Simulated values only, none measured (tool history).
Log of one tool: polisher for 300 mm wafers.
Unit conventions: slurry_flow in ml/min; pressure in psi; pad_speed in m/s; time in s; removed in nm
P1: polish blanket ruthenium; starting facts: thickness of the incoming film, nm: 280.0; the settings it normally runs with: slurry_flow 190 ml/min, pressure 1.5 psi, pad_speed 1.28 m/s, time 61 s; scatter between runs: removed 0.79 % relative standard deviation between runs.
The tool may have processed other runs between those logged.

run   hour  slurry_flow  pressure  pad_speed  time  removed
  1   10.1          190       1.5       1.28    61   65.137
  2   18.2          190       1.5       0.92    76   57.811
  3   24.4          190       0.7       1.28    61   30.453
  4   29.1          190       1.9       1.28    61   81.833
  5   33.7          245       1.5       1.28    61   66.255
  6   41.4          190       1.5       0.76    61   38.206
  7   46.7          115       1.5       1.28    61   59.554
  8   54.5          190       1.5       1.28    61   64.353
      61.8  -- head pressure recalibrated
  9   63.3          190       1.5       1.28    61   65.813
 10   70.3          190       1.5       2.02    61  101.870
 11   78.2          190       1.5       1.28    96  101.980
 12   83.7          190       1.5       1.28    61   64.973
 13   90.3          190       1.5       1.28    33   35.392
 14   99.7          240       1.5       0.98    61   50.890
 15  104.9          190       1.5       1.28    61   65.061

Run 16 is up next; what results do you expect?
 16  112.4          190       1.5       1.28    61        ?

{"run 16": {"removed": 65.228}}
